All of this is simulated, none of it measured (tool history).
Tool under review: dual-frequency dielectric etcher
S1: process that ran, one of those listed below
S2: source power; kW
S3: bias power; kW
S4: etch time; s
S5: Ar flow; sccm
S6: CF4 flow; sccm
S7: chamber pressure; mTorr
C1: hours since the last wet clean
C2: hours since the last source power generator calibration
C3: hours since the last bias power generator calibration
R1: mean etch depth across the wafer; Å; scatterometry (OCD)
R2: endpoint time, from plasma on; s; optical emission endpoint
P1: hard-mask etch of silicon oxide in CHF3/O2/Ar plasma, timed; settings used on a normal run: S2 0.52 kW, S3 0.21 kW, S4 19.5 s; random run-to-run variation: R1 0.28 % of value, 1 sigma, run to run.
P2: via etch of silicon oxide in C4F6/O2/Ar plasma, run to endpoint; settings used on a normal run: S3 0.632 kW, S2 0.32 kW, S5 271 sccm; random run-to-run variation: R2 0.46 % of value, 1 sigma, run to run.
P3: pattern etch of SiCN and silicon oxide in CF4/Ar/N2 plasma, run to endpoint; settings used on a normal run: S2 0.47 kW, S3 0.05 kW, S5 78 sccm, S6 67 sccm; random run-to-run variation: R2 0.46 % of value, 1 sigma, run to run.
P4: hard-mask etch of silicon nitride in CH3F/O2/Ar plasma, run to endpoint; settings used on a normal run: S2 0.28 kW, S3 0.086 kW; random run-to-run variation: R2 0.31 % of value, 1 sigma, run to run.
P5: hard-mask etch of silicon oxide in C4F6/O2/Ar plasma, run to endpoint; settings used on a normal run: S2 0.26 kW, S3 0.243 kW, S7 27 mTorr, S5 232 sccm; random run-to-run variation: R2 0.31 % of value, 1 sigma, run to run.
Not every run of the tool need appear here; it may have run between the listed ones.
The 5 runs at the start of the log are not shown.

run 6 hour=17.6 | S1=P4 S2=0.28 S3=0.121 | C1=233.5 C2=613.2 C3=892.1 | R2=75.771
run 7 hour=19.7 | S1=P1 S2=0.52 S3=0.284 S4=19.5 | C1=235.6 C2=615.3 C3=894.2 | R1=420.06
run 8 hour=21.7 | S1=P3 S2=0.47 S3=0.064 S5=78 S6=67 | C1=237.6 C2=617.3 C3=896.2 | R2=11.872
run 9 hour=24.9 | S1=P1 S2=0.52 S3=0.21 S4=29 | C1=240.8 C2=620.5 C3=899.4 | R1=560.82
run 10 hour=29 | S1=P2 S2=0.32 S3=0.632 S5=221 | C1=244.9 C2=624.6 C3=903.5 | R2=24.097
-- hour=31.3 bias power generator calibrated
run 11 hour=32 | S1=P4 S2=0.28 S3=0.086 | C1=247.9 C2=627.6 C3=0.7 | R2=85.782
run 12 hour=35.2 | S1=P5 S2=0.26 S3=0.345 S5=232 S7=27 | C1=251.1 C2=630.8 C3=3.9 | R2=45.463
run 13 hour=38.9 | S1=P3 S2=0.47 S3=0.05 S5=78 S6=67 | C1=254.8 C2=634.5 C3=7.6 | R2=12.986
run 14 hour=42.3 | S1=P1 S2=0.52 S3=0.129 S4=19.5 | C1=258.2 C2=637.9 C3=11 | R1=319.77
run 15 hour=46 | S1=P1 S2=0.52 S3=0.21 S4=19.5 | C1=261.9 C2=641.6 C3=14.7 | R1=374.09
run 16 hour=49.6 | S1=P3 S2=0.47 S3=0.05 S5=110 S6=67 | C1=265.5 C2=645.2 C3=18.3 | R2=13.705
run 17 hour=52.9 | S1=P5 S2=0.26 S3=0.243 S5=232 S7=27 | C1=268.8 C2=648.5 C3=21.6 | R2=51.732
run 18 hour=55.3 | S1=P2 S2=0.44 S3=0.632 S5=271 | C1=271.2 C2=650.9 C3=24 | R2=22.007
run 19 hour=57.3 | S1=P5 S2=0.26 S3=0.243 S5=325 S7=27 | C1=273.2 C2=652.9 C3=26 | R2=53.764
run 20 hour=59.3 | S1=P1 S2=0.71 S3=0.21 S4=28.5 | C1=275.2 C2=654.9 C3=28 | R1=615.76
run 21 hour=61.7 | S1=P4 S2=0.28 S3=0.086 | C1=277.6 C2=657.3 C3=30.4 | R2=85.916
run 22 hour=65.3 | S1=P4 S2=0.4 S3=0.086 | C1=281.2 C2=660.9 C3=34 | R2=75.223
run 23 hour=68.9 | S1=P5 S2=0.36 S3=0.243 S5=232 S7=27 | C1=284.8 C2=664.5 C3=37.6 | R2=45.5
run 24 hour=71.7 | S1=P5 S2=0.26 S3=0.243 S5=232 S7=27 | C1=287.6 C2=667.3 C3=40.4 | R2=51.641
run 25 hour=75.6 | S1=P1 S2=0.52 S3=0.21 S4=19.5 | C1=291.5 C2=671.2 C3=44.3 | R1=375.89

What will run 26 give?
run 26 hour=77.6 | S1=P1 S2=0.52 S3=0.21 S4=11 | C1=293.5 C2=673.2 C3=46.3 | R1=?

{"run 26": {"R1": 212.06}}
